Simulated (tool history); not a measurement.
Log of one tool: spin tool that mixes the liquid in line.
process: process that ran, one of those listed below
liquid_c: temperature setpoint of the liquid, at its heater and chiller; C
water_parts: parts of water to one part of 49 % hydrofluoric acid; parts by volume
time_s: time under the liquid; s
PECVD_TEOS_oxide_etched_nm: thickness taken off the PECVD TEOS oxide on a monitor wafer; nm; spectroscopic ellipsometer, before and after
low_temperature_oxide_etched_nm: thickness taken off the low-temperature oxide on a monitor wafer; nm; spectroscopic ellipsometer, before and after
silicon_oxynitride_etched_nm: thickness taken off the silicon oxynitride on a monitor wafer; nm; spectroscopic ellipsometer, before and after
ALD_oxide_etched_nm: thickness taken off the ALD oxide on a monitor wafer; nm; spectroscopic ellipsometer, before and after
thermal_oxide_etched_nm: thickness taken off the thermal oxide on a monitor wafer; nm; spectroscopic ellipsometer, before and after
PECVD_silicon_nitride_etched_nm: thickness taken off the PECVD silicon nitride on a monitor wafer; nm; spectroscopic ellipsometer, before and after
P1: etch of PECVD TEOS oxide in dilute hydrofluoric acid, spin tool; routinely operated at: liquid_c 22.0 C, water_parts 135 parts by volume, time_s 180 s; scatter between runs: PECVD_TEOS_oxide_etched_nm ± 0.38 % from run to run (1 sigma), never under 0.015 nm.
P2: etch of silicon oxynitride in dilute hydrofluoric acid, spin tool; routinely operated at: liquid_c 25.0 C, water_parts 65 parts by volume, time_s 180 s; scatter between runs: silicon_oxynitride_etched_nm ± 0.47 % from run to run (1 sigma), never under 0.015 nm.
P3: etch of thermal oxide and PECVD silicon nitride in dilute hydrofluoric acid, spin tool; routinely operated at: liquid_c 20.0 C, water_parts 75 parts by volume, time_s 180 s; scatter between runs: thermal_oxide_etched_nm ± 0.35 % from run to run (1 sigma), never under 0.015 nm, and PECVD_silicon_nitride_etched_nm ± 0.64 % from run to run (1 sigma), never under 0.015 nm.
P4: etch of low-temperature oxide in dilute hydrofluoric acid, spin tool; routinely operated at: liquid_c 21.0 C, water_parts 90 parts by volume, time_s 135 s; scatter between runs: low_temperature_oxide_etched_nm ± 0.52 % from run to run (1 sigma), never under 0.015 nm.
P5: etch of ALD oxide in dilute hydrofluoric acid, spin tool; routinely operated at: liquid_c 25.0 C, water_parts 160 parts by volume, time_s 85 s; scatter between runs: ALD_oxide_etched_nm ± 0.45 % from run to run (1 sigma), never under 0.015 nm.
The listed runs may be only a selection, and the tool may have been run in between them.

run,day,process,liquid_c,water_parts,time_s,hours since the thermometer was replaced,hours since the hydrofluoric acid flow meter was replaced,PECVD_TEOS_oxide_etched_nm,low_temperature_oxide_etched_nm,silicon_oxynitride_etched_nm,ALD_oxide_etched_nm,thermal_oxide_etched_nm,PECVD_silicon_nitride_etched_nm
1,0.483,P1,22.0,135,180,1228.2,1436.7,16.6820,,,,,
2,0.917,P4,21.0,160,135,1238.6,1447.1,,10.242,,,,
3,1.612,P1,17.0,135,180,1255.3,1463.8,13.5520,,,,,
4,2.154,P1,22.0,135,180,1268.3,1476.8,16.6440,,,,,
5,2.542,P1,22.0,70,270,1277.6,1486.1,51.9320,,,,,
6,3.192,P1,22.0,195,70,1293.2,1501.7,4.2102,,,,,
7,3.675,P2,25.0,65,15,1304.8,1513.3,,,0.35063,,,
8,4.067,P5,17.0,160,85,1314.2,1522.7,,,,6.5045,,
9,4.412,P3,20.0,75,15,1322.5,1531.0,,,,,0.77906,0.30868
10,4.783,P1,22.0,135,15,1331.4,1539.9,1.4135,,,,,
11,5.421,P3,20.0,45,180,1346.7,1555.2,,,,,15.90200,6.04490
12,5.762,P4,28.0,90,135,1354.9,1563.4,,25.779,,,,
13,6.358,P5,25.0,160,85,1369.2,1577.7,,,,8.9353,,
14,6.862,P1,22.0,60,180,1381.3,1589.8,40.9210,,,,,
15,7.221,P5,25.0,95,85,1389.9,1598.4,,,,16.2190,,
16,7.608,P2,20.0,65,180,1399.2,1607.7,,,3.48270,,,
17,8.200,P3,20.0,75,180,1413.4,1621.9,,,,,9.26240,3.66430
18,8.717,P3,17.0,75,180,1425.8,1634.3,,,,,8.16120,2.93190
19,9.175,P1,29.5,135,110,1436.8,1645.3,13.4770,,,,,
20,9.925,P2,25.0,65,180,1454.8,1663.3,,,4.39190,,,
21,10.346,P1,22.0,200,180,1464.9,1673.4,10.4820,,,,,
22,10.858,P4,21.0,90,230,1477.2,1685.7,,32.884,,,,
23,11.517,P4,21.0,90,135,1493.0,1701.5,,19.418,,,,
24,11.996,P1,22.0,135,180,1504.5,1713.0,16.7550,,,,,
25,12.662,P2,25.0,115,180,1520.5,1729.0,,,2.37940,,,
26,13.404,P1,30.5,135,180,1538.3,1746.8,22.9090,,,,,
27,14.046,P5,25.0,160,130,1553.7,1762.2,,,,13.5700,,
28,14.421,P1,22.0,135,305,1562.7,1771.2,28.2200,,,,,
29,15.075,P3,20.0,75,180,1578.4,1786.9,,,,,9.25160,3.66740
30,15.471,P1,22.0,135,180,1587.9,1796.4,16.6860,,,,,
31,16.008,P1,22.0,135,180,1600.8,1809.3,16.6510,,,,,
32,16.450,P1,22.0,135,180,1611.4,1819.9,16.0350,,,,,
33,16.850,P1,22.0,135,180,1621.0,1829.5,15.6720,,,,,
34,17.412,P1,22.0,135,180,1634.5,1843.0,15.5120,,,,,
35,17.746,P1,22.0,135,180,1642.5,1851.0,15.4460,,,,,
36,18.242,P1,22.0,135,180,1654.4,1862.9,15.2820,,,,,
37,18.792,P1,22.0,135,180,1667.6,1876.1,15.3400,,,,,

The output of P1 has drifted from where it used to be. Each of the 2 causes below, taken at the size shown beside it, accounts for the log equally well:
A: hydrofluoric acid flow below the setpoint (%) = 7.42
B: liquid colder than its thermometer reads (K) = 2.24
The gradual shift began around day 16.008.

Each of the 4 check runs below uses one wafer; its results are left as question marks. Which run tells the causes apart?
check 1,19.342,P2,25.0,110,25,,,,,?,,,
check 2,19.342,P5,17.0,160,85,,,,,,?,,
check 3,19.342,P3,17.0,75,180,,,,,,,?,?
check 4,19.342,P4,26.0,90,135,,,,?,,,,

Outcome of each check run for each possible cause:
check,result,if A,if B
check 1,silicon_oxynitride_etched_nm,0.31676,0.31028
check 2,ALD_oxide_etched_nm,5.9355,5.9172
check 3,thermal_oxide_etched_nm,7.48660,7.38790
check 3,PECVD_silicon_nitride_etched_nm,2.74840,2.52620
check 4,low_temperature_oxide_etched_nm,21.799,21.750
Per check, the gap between the least separated pair of causes, taken in the result that splits them most: check 1 2.07 %; check 2 0.31 %; check 3 8.43 %; check 4 0.23 %
Of the check runs offered, only check 3 discriminates between the causes; the rest would read about the same regardless of which cause applies.

Then check 3 was run and gave: thermal_oxide_etched_nm 7.41070 nm; PECVD_silicon_nitride_etched_nm 2.51580 nm. Which cause is it?

The cause is B: liquid colder than its thermometer reads (K).
